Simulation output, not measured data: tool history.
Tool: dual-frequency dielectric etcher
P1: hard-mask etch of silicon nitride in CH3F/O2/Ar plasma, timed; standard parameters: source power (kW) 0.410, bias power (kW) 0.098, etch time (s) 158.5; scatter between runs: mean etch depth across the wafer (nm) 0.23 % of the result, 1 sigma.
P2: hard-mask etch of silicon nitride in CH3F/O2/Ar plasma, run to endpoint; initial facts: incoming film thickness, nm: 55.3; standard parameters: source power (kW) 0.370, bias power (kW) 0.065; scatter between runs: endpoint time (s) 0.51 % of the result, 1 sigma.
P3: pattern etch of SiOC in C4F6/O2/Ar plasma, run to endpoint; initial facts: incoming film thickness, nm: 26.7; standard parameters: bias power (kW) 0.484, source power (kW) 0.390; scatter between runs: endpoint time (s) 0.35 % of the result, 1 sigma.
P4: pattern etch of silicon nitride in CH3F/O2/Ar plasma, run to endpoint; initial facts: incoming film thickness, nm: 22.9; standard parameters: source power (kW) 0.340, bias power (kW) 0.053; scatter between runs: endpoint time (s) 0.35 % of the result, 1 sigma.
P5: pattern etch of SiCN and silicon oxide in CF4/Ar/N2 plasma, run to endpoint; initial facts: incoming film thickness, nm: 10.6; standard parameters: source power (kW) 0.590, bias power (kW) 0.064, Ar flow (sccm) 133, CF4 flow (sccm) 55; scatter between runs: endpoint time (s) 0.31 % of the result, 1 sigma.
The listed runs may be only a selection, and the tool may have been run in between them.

run,hour,process that ran,source power (kW),bias power (kW),etch time (s),Ar flow (sccm),CF4 flow (sccm),hours since the last wet clean,hours since the last source power generator calibration,hours since the last bias power generator calibration,mean etch depth across the wafer (nm),endpoint time (s)
1,4.5,P1,0.410,0.098,158.5,,,245.0,665.5,1812.6,125.330,
2,9.1,P5,0.590,0.064,,94,55,249.6,670.1,1817.2,,10.3560
3,13.6,P4,0.340,0.033,,,,254.1,674.6,1821.7,,45.0720
4,15.9,P2,0.370,0.049,,,,256.4,676.9,1824.0,,93.3510
5,19.4,P5,0.730,0.064,,133,55,259.9,680.4,1827.5,,9.1166
6,23.4,P1,0.410,0.132,158.5,,,263.9,684.4,1831.5,140.370,
7,26.5,P3,0.530,0.484,,,,267.0,687.5,1834.6,,8.1490
8,30.2,P5,0.590,0.064,,133,42,270.7,691.2,1838.3,,11.5500
9,32.6,P3,0.390,0.484,,,,273.1,693.6,1840.7,,9.1377
10,37.0,P1,0.520,0.098,158.5,,,277.5,698.0,1845.1,136.520,
11,40.9,P1,0.260,0.060,158.5,,,281.4,701.9,1849.0,88.560,
12,44.1,P5,0.590,0.064,,133,55,284.6,705.1,1852.2,,10.9980
13,48.8,P5,0.590,0.052,,133,55,289.3,709.8,1856.9,,11.7820
14,51.4,P1,0.410,0.098,97.0,,,291.9,712.4,1859.5,76.623,
15,53.8,P1,0.410,0.098,158.5,,,294.3,714.8,1861.9,125.620,
16,58.7,P1,0.410,0.098,158.5,,,299.2,719.7,1866.8,125.740,
17,63.9,P5,0.590,0.064,,133,55,304.4,724.9,1872.0,,11.0060
18,66.1,P3,0.390,0.330,,,,306.6,727.1,1874.2,,10.4710
19,69.4,P1,0.410,0.098,158.5,,,309.9,730.4,1877.5,125.240,
20,72.3,P1,0.290,0.128,158.5,,,312.8,733.3,1880.4,121.880,
21,76.8,P4,0.430,0.053,,,,317.3,737.8,1884.9,,35.8150
22,79.2,P1,0.410,0.072,158.5,,,319.7,740.2,1887.3,112.550,
23,82.1,P1,0.410,0.061,123.0,,,322.6,743.1,1890.2,82.405,
24,87.4,P4,0.340,0.053,,,,327.9,748.4,1895.5,,39.0780
# hour 92.3: wet clean of the chamber
25,92.3,P4,0.340,0.053,,,,0.0,753.3,1900.4,,39.3470
26,95.6,P2,0.370,0.065,,,,3.3,756.6,1903.7,,85.0070
27,98.6,P1,0.410,0.098,209.0,,,6.3,759.6,1906.7,165.810,
28,101.7,P1,0.320,0.098,158.5,,,9.4,762.7,1909.8,114.110,
29,104.5,P2,0.480,0.065,,,,12.2,765.5,1912.6,,77.0040
30,107.0,P1,0.410,0.098,158.5,,,14.7,768.0,1915.1,125.340,
31,109.9,P1,0.410,0.098,158.5,,,17.6,770.9,1918.0,125.620,
32,115.1,P1,0.410,0.098,158.5,,,22.8,776.1,1923.2,124.460,
33,117.7,P1,0.410,0.098,158.5,,,25.4,778.7,1925.8,124.600,
34,122.2,P1,0.410,0.098,158.5,,,29.9,783.2,1930.3,123.640,
35,126.5,P1,0.410,0.098,158.5,,,34.2,787.5,1934.6,123.020,
36,130.3,P1,0.410,0.098,158.5,,,38.0,791.3,1938.4,123.550,
# hour 132.9: wet clean of the chamber
37,135.3,P1,0.410,0.098,158.5,,,2.4,796.3,1943.4,123.640,
38,139.2,P1,0.410,0.098,158.5,,,6.3,800.2,1947.3,123.690,
39,143.2,P1,0.410,0.098,158.5,,,10.3,804.2,1951.3,123.930,
40,146.4,P1,0.410,0.098,158.5,,,13.5,807.4,1954.5,123.340,

The output of P1 has drifted from where it used to be. Each of the 2 causes below, taken at the size shown beside it, accounts for the log equally well:
A: source power that arrives under what is set, % = 4.2
B: bias power that arrives under what is set, % = 4.3
The gradual shift began around hour 109.9.
Every other cause this tool's parts could produce, and why it does not fit the log:
chamber walls in a state that lowers the etch rate, %: work on it at hour 132.9, done after the drift set in, did not restore what the process gave before

Consider the 4 single-wafer check runs listed below, results given as question marks: which one distinguishes between the causes by giving clearly different results for each?
check 1,149.6,P5,0.590,0.064,,133,55,,,,,?
check 2,149.6,P2,0.370,0.065,,,,,,,,?
check 3,149.6,P4,0.340,0.053,,,,,,,,?
check 4,149.6,P3,0.390,0.484,,,,,,,,?

What each check would give under each cause:
check,result,if A,if B
check 1,endpoint time (s),11.4120,11.1610
check 2,endpoint time (s),86.2440,86.1050
check 3,endpoint time (s),40.0090,39.9120
check 4,endpoint time (s),9.2836,9.2879
Distance between the nearest two causes, measured in the result of the check that separates them most: check 1 2.22 %; check 2 0.16 %; check 3 0.25 %; check 4 0.05 %
Of the check runs offered, only check 1 discriminates between the causes; the rest would read about the same regardless of which cause applies.

Check 1 has now been run. It gave: endpoint time (s) 11.1370. Which of the candidate causes is it?

It is B: bias power that arrives under what is set, %.
